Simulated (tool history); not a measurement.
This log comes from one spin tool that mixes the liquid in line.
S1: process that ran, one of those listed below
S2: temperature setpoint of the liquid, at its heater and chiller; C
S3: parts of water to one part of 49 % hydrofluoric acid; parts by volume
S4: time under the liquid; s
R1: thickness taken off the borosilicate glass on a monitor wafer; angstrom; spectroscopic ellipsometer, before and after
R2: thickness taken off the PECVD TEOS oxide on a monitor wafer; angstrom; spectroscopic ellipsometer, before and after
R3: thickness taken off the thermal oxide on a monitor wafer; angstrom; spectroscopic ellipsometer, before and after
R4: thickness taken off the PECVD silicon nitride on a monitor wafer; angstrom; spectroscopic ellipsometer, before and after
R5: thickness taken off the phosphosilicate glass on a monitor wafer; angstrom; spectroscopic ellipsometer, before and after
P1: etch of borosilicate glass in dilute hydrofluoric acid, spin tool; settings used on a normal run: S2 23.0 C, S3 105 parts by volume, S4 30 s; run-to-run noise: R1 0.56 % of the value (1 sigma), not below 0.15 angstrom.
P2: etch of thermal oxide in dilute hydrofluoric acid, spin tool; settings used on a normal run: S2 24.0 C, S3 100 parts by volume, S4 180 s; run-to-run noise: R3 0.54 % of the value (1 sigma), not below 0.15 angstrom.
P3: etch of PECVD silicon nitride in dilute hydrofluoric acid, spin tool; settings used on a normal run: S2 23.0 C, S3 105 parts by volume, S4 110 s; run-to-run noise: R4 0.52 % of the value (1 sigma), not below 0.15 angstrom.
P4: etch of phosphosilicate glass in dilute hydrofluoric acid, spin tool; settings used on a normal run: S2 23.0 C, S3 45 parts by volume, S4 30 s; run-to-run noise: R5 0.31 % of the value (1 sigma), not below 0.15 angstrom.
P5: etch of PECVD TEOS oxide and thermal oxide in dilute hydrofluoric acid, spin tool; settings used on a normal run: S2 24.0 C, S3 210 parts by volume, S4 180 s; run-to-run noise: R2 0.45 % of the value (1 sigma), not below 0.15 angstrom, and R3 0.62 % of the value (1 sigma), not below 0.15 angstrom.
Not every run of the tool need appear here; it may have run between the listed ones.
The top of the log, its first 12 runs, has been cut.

run    day  S1    S2   S3   S4       R1      R2       R3      R4       R5
 13  3.267  P1  23.0  105   30   59.590
 14  3.592  P1  23.0  105   60  120.450
 15  3.796  P5  24.0  210   15           10.193   3.1094
 16  3.983  P2  17.5  100  180                   66.3360
 17  4.150  P1  23.0  105   30   59.667
 18  4.317  P1  23.0  150   30   39.132
 19  4.604  P4  17.0   45   30                                     742.63
 20  4.933  P1  27.5   35   30  237.670
 21  5.088  P1  23.0  105   15   30.184
 22  5.396  P1  27.5  105   30   71.322
 23  5.721  P4  23.0   45   30                                     961.47
 24  6.046  P1  17.0  105   30   47.267
 25  6.367  P1  23.0  105   30   59.187
 26  6.704  P4  23.0   45   55                                    1755.80
 27  6.992  P1  23.0   60   30  111.190
 28  7.333  P4  23.0   75   30                                     556.61
 29  7.600  P3  23.0  105  110                            46.947
 30  7.833  P2  24.0  100  180                   86.6620
 31  8.054  P1  23.0  105   30   59.263
 32  8.325  P1  23.0  105   30   59.120
 33  8.650  P1  23.0  105   30   58.354
 34  8.967  P1  23.0  105   30   56.582
 35  9.312  P1  23.0  105   30   56.845

The next listed run, before its measurement:
 36  9.571  P1  23.0  105  30   ?

Run 36 gave R1 57.086 angstrom.

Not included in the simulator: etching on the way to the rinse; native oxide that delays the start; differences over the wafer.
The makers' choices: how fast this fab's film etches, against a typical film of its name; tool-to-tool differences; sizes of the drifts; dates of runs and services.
